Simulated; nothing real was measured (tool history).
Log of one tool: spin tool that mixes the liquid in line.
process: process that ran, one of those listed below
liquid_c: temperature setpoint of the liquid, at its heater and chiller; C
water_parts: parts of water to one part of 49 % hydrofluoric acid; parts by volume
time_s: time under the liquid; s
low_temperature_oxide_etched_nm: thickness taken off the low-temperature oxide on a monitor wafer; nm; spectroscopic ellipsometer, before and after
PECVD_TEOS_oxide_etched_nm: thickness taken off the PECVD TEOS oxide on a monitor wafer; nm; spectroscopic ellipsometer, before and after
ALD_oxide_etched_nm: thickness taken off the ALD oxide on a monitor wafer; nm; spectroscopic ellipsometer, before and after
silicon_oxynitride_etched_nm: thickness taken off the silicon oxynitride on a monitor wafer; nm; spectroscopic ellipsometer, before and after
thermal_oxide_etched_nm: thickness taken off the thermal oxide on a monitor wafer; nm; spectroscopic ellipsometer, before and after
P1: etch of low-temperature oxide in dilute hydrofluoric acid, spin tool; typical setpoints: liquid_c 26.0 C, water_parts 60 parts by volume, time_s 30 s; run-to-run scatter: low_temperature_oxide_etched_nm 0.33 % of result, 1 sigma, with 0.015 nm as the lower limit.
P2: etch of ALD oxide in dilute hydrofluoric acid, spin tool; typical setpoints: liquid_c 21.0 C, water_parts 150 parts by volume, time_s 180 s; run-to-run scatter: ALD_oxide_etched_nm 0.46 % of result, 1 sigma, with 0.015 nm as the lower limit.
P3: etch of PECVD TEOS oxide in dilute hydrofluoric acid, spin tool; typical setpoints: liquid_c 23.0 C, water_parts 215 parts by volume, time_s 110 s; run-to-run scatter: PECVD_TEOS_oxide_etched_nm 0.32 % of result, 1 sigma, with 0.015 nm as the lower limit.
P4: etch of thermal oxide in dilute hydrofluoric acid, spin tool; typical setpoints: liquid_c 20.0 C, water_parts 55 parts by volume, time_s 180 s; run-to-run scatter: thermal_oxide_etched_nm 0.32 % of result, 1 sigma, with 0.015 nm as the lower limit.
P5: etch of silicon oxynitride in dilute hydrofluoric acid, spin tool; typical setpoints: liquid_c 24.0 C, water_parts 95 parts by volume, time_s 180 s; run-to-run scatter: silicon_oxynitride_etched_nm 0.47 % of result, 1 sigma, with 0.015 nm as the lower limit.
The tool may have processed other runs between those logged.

run   hour  process  liquid_c  water_parts  time_s  hours since the thermometer was replaced  hours since the hydrofluoric acid flow meter was replaced  low_temperature_oxide_etched_nm  PECVD_TEOS_oxide_etched_nm  ALD_oxide_etched_nm  silicon_oxynitride_etched_nm  thermal_oxide_etched_nm
  1   11.3       P1      26.0           60      30                                     961.9                                                      419.3                          15.0830
  2   23.2       P3      23.0          385     110                                     973.8                                                      431.2                                                       4.7623
  3   32.5       P1      22.5           25      30                                     983.1                                                      440.5                          32.4910
  4   39.9       P1      26.0           60      30                                     990.5                                                      447.9                          15.0670
  5   54.1       P2      26.5          150     180                                    1004.7                                                      462.1                                                                           17.4810
  6   63.6       P1      26.0           60      30                                    1014.2                                                      471.6                          15.0240
  7   71.3       P1      26.0           60      30                                    1021.9                                                      479.3                          14.9170
  8   78.5       P5      24.0           95     180                                    1029.1                                                      486.5                                                                                                          8.4585
  9   91.4       P2      21.0           45     180                                    1042.0                                                      499.4                                                                           53.3420
 10   98.2       P1      26.0           60      60                                    1048.8                                                      506.2                          30.0370
 11  105.9       P3      30.0          215     110                                    1056.5                                                      513.9                                                      12.9330
 12  119.7       P5      24.0           20     180                                    1070.3                                                      527.7                                                                                                         42.5060
 13  133.0       P2      21.0          150     180                                    1083.6                                                      541.0                                                                           14.2640
 14  144.1       P5      28.5           95     180                                    1094.7                                                      552.1                                                                                                         10.3550
 15  157.8       P3      23.0          215     110                                    1108.4                                                      565.8                                                      10.0230
 16  165.9       P1      22.0           60      30                                    1116.5                                                      573.9                          12.7370
 17  172.7       P2      21.0          150     180                                    1123.3                                                      580.7                                                                           14.2590
 18  186.0       P1      32.5           60      30                                    1136.6                                                      594.0                          19.3330
 19  197.7       P5      24.0           95      70                                    1148.3                                                      605.7                                                                                                          3.3132
 20  210.3       P1      26.0           60      30                                    1160.9                                                      618.3                          14.9010
 21  224.8       P4      20.0           95     180                                    1175.4                                                      632.8                                                                                                                                   7.6239
 22  239.4       P4      20.0           55     270                                    1190.0                                                      647.4                                                                                                                                  20.5090
 23  251.0       P2      21.0          150      75                                    1201.6                                                      659.0                                                                            5.9151
 24  257.9       P1      26.0           60      15                                    1208.5                                                      665.9                           7.4256
 25  266.9       P4      20.0           55     180                                    1217.5                                                      674.9                                                                                                                                  13.7800
 26  279.5       P1      26.0           60      30                                    1230.1                                                      687.5                          15.0040
 27  291.7       P1      26.0          110      30                                    1242.3                                                      699.7                           7.6736
 28  301.5       P5      24.0           95     180                                    1252.1                                                      709.5                                                                                                          8.3841
 29  315.5       P4      17.0           55     180                                    1266.1                                                      723.5                                                                                                                                  12.0950
 30  329.2       P1      26.0           25      30                                    1279.8                                                      737.2                          37.9150
 31  338.2       P1      26.0           95      50                                    1288.8                                                      746.2                          15.0130
 32  351.5       P1      26.0           60      30                                    1302.1                                                      759.5                          15.0410
 33  358.9       P3      23.0          215     185                                    1309.5                                                      766.9                                                      16.9390
 34  365.8       P4      20.0           55     180                                    1316.4                                                      773.8                                                                                                                                  13.7370
 35  379.3       P1      26.0           60      30                                    1329.9                                                      787.3                          14.9940
 36  387.3       P1      26.0           60      30                                    1337.9                                                      795.3                          15.4460
 37  395.1       P1      26.0           60      30                                    1345.7                                                      803.1                          15.6100
 38  402.5       P1      26.0           60      30                                    1353.1                                                      810.5                          15.7710
 39  413.8       P1      26.0           60      30                                    1364.4                                                      821.8                          16.0110
 40  423.5       P1      26.0           60      30                                    1374.1                                                      831.5                          16.0290
 41  434.9       P1      26.0           60      30                                    1385.5                                                      842.9                          16.0600
 42  442.7       P1      26.0           60      30                                    1393.3                                                      850.7                          16.1490
 43  456.7       P1      26.0           60      30                                    1407.3                                                      864.7                          16.1500
 44  464.5       P1      26.0           60      30                                    1415.1                                                      872.5                          16.1620

The output of P1 has drifted from where it used to be. Each of the 2 causes below, taken at the size shown beside it, accounts for the log equally well:
A: hydrofluoric acid flow above the setpoint (%) = 7.31
B: liquid hotter than its thermometer reads (K) = 1.91
The gradual shift began around hour 379.3.

Each of the 4 check runs below uses one wafer; its results are left as question marks. Which run tells the causes apart?
check 1  472.3       P4      17.0           55     180                                                                                                                                                                                                                                             ?
check 2  472.3       P2      21.0           85     180                                                                                                                                                                                      ?
check 3  472.3       P5      27.5           95     180                                                                                                                                                                                                                    ?
check 4  472.3       P3      28.5          385     110                                                                                                                                                                 ?

Expected result of each check under each candidate cause:
  check                        result     if A     if B
check 1       thermal_oxide_etched_nm  13.0220  13.1190
check 2           ALD_oxide_etched_nm  29.0410  29.0570
check 3  silicon_oxynitride_etched_nm  10.7280  10.8410
check 4    PECVD_TEOS_oxide_etched_nm   6.2921   6.0575
Separation of the two closest causes in each check, using whichever result separates them best: check 1 0.74 %; check 2 0.05 %; check 3 1.04 %; check 4 3.8 %
Check 4 distinguishes between the causes, while the remaining checks would return nearly the same result for all of them.

Here is what check 4 returned: PECVD_TEOS_oxide_etched_nm 6.3154 nm. Which cause is it?

Of the candidate causes, it is A: hydrofluoric acid flow above the setpoint (%).
